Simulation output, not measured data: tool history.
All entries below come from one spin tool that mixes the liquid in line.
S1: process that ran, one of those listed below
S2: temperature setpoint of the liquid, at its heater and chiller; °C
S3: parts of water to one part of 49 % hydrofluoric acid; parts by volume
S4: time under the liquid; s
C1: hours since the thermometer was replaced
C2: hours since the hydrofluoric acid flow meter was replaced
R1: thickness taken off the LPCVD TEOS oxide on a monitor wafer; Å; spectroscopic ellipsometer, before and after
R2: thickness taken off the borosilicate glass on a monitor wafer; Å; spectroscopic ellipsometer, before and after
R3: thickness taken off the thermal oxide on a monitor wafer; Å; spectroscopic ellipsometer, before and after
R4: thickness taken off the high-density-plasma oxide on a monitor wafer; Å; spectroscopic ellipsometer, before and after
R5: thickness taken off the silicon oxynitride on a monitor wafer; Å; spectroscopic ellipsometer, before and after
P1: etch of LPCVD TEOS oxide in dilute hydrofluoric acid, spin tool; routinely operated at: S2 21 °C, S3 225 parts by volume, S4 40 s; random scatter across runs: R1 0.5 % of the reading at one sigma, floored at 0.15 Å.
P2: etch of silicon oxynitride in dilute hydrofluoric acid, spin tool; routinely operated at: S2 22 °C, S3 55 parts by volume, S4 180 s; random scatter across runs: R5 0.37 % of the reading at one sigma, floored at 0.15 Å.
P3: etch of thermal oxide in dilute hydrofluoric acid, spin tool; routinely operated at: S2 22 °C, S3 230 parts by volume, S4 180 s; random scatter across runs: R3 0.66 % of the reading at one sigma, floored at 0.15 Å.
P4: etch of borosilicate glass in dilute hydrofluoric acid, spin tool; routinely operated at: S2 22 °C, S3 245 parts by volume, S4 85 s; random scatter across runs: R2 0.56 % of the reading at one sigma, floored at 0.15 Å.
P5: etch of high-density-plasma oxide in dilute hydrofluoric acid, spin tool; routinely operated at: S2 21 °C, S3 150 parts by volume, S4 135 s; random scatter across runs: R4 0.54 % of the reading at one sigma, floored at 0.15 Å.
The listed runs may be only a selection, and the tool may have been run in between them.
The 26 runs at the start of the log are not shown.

run 27 hour=375.6 | S1=P4 S2=22 S3=345 S4=85 | C1=1291.2 C2=159.9 | R2=57.283
run 28 hour=385.9 | S1=P5 S2=21 S3=235 S4=135 | C1=1301.5 C2=170.2 | R4=25.966
run 29 hour=402.2 | S1=P2 S2=22 S3=55 S4=180 | C1=1317.8 C2=186.5 | R5=149.47
run 30 hour=410.7 | S1=P1 S2=21 S3=95 S4=40 | C1=1326.3 C2=195 | R1=116.67
run 31 hour=424.6 | S1=P3 S2=22 S3=55 S4=180 | C1=1340.2 C2=208.9 | R3=152.57
run 32 hour=438.7 | S1=P1 S2=21 S3=225 S4=40 | C1=1354.3 C2=223 | R1=42.789
run 33 hour=452.7 | S1=P1 S2=21 S3=225 S4=40 | C1=1368.3 C2=237 | R1=42.984
run 34 hour=468.3 | S1=P1 S2=21 S3=225 S4=40 | C1=1383.9 C2=252.6 | R1=41.993
run 35 hour=487.2 | S1=P1 S2=21 S3=225 S4=40 | C1=1402.8 C2=271.5 | R1=40.57
run 36 hour=506.4 | S1=P1 S2=21 S3=225 S4=40 | C1=1422 C2=290.7 | R1=39.986
run 37 hour=520.1 | S1=P1 S2=21 S3=225 S4=40 | C1=1435.7 C2=304.4 | R1=39.924
run 38 hour=536 | S1=P1 S2=21 S3=225 S4=40 | C1=1451.6 C2=320.3 | R1=39.737

What does the tool deliver on the next run?
run 39 hour=549.1 | S1=P1 S2=21 S3=225 S4=40 | C1=1464.7 C2=333.4 | R1=?

R1: 39.307 Å
